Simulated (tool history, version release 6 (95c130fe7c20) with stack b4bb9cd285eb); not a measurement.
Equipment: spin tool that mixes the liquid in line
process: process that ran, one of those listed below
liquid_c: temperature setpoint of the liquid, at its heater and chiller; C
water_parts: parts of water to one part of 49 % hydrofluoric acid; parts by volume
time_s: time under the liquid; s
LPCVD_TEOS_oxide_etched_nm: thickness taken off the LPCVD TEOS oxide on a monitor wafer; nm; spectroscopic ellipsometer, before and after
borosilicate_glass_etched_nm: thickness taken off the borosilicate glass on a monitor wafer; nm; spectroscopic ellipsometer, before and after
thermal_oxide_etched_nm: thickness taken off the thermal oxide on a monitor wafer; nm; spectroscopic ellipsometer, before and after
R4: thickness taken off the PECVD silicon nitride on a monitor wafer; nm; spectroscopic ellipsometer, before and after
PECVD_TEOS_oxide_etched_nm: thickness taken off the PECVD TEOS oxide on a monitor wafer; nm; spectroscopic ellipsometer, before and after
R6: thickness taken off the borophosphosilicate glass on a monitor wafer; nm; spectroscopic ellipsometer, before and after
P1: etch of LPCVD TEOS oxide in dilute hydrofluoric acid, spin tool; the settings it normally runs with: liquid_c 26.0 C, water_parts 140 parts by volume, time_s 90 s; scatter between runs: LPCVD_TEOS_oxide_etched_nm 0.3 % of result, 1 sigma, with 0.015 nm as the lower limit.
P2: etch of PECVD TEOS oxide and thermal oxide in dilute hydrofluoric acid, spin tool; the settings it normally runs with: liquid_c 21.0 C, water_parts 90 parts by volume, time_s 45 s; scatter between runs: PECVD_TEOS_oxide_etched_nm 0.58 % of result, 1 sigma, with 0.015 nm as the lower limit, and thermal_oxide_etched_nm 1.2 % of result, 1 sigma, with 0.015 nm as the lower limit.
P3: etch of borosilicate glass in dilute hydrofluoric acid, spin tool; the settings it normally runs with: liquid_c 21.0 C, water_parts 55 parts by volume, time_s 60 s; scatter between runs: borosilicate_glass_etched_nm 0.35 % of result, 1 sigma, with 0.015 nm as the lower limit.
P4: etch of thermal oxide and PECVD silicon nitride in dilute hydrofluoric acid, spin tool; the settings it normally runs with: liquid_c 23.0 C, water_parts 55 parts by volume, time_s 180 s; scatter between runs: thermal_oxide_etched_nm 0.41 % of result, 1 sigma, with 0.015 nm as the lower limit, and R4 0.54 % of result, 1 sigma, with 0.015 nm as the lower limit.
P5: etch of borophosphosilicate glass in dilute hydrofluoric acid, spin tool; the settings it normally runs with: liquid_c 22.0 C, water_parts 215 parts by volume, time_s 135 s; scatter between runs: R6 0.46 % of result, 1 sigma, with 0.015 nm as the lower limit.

run 1 hour=13.2 | process=P1 liquid_c=26.0 water_parts=140 time_s=90 | LPCVD_TEOS_oxide_etched_nm=16.9690
run 2 hour=27.7 | process=P3 liquid_c=21.0 water_parts=55 time_s=60 | borosilicate_glass_etched_nm=33.708
run 3 hour=35.8 | process=P4 liquid_c=23.0 water_parts=55 time_s=180 | thermal_oxide_etched_nm=15.8610 R4=14.412
run 4 hour=46.2 | process=P4 liquid_c=23.0 water_parts=30 time_s=180 | thermal_oxide_etched_nm=30.1920 R4=26.045
run 5 hour=54.8 | process=P2 liquid_c=21.0 water_parts=130 time_s=45 | thermal_oxide_etched_nm=1.3689 PECVD_TEOS_oxide_etched_nm=5.8996
run 6 hour=66.9 | process=P2 liquid_c=29.5 water_parts=90 time_s=45 | thermal_oxide_etched_nm=2.8926 PECVD_TEOS_oxide_etched_nm=12.5140
run 7 hour=81.0 | process=P5 liquid_c=22.0 water_parts=215 time_s=245 | R6=33.0700
run 8 hour=95.0 | process=P1 liquid_c=30.0 water_parts=140 time_s=135 | LPCVD_TEOS_oxide_etched_nm=29.5350
run 9 hour=107.9 | process=P5 liquid_c=22.0 water_parts=390 time_s=135 | R6=8.4385
run 10 hour=118.7 | process=P5 liquid_c=22.0 water_parts=215 time_s=135 | R6=18.0980
run 11 hour=127.9 | process=P1 liquid_c=21.5 water_parts=140 time_s=90 | LPCVD_TEOS_oxide_etched_nm=14.2500
run 12 hour=141.1 | process=P3 liquid_c=21.0 water_parts=95 time_s=60 | borosilicate_glass_etched_nm=18.664
run 13 hour=150.1 | process=P3 liquid_c=28.0 water_parts=55 time_s=60 | borosilicate_glass_etched_nm=45.077
run 14 hour=164.6 | process=P4 liquid_c=23.0 water_parts=55 time_s=180 | thermal_oxide_etched_nm=15.9160 R4=14.329
run 15 hour=178.8 | process=P4 liquid_c=23.0 water_parts=55 time_s=360 | thermal_oxide_etched_nm=31.7280 R4=28.923
run 16 hour=185.2 | process=P1 liquid_c=32.5 water_parts=140 time_s=175 | LPCVD_TEOS_oxide_etched_nm=41.9630
run 17 hour=199.1 | process=P4 liquid_c=30.5 water_parts=55 time_s=180 | thermal_oxide_etched_nm=21.4140 R4=23.624
run 18 hour=207.4 | process=P1 liquid_c=26.0 water_parts=140 time_s=145 | LPCVD_TEOS_oxide_etched_nm=27.4630
run 19 hour=219.1 | process=P1 liquid_c=26.0 water_parts=140 time_s=90 | LPCVD_TEOS_oxide_etched_nm=17.1340
run 20 hour=227.2 | process=P3 liquid_c=21.0 water_parts=55 time_s=35 | borosilicate_glass_etched_nm=19.684
run 21 hour=239.0 | process=P1 liquid_c=33.5 water_parts=140 time_s=20 | LPCVD_TEOS_oxide_etched_nm=4.9759
run 22 hour=248.1 | process=P1 liquid_c=26.0 water_parts=210 time_s=90 | LPCVD_TEOS_oxide_etched_nm=10.4530
run 23 hour=259.9 | process=P1 liquid_c=26.0 water_parts=140 time_s=90 | LPCVD_TEOS_oxide_etched_nm=17.0170
run 24 hour=272.4 | process=P1 liquid_c=26.0 water_parts=140 time_s=90 | LPCVD_TEOS_oxide_etched_nm=17.0250
run 25 hour=281.9 | process=P2 liquid_c=21.0 water_parts=90 time_s=45 | thermal_oxide_etched_nm=2.0573 PECVD_TEOS_oxide_etched_nm=8.8721
run 26 hour=295.1 | process=P2 liquid_c=21.0 water_parts=90 time_s=80 | thermal_oxide_etched_nm=3.7678 PECVD_TEOS_oxide_etched_nm=15.7920
run 27 hour=304.5 | process=P1 liquid_c=26.0 water_parts=140 time_s=90 | LPCVD_TEOS_oxide_etched_nm=16.9320
run 28 hour=318.7 | process=P5 liquid_c=17.0 water_parts=215 time_s=135 | R6=14.9850
run 29 hour=330.3 | process=P1 liquid_c=26.0 water_parts=140 time_s=15 | LPCVD_TEOS_oxide_etched_nm=2.8221
run 30 hour=337.3 | process=P1 liquid_c=26.0 water_parts=60 time_s=90 | LPCVD_TEOS_oxide_etched_nm=44.1590
run 31 hour=344.7 | process=P1 liquid_c=33.5 water_parts=140 time_s=90 | LPCVD_TEOS_oxide_etched_nm=22.3840
run 32 hour=354.9 | process=P1 liquid_c=26.0 water_parts=140 time_s=90 | LPCVD_TEOS_oxide_etched_nm=17.1010
run 33 hour=365.9 | process=P1 liquid_c=26.0 water_parts=140 time_s=90 | LPCVD_TEOS_oxide_etched_nm=17.5560

Run 34 comes next. What will it give?
run 34 hour=379.0 | process=P1 liquid_c=26.0 water_parts=140 time_s=90 | LPCVD_TEOS_oxide_etched_nm=?

Run 34 produced LPCVD_TEOS_oxide_etched_nm 17.9860 nm.
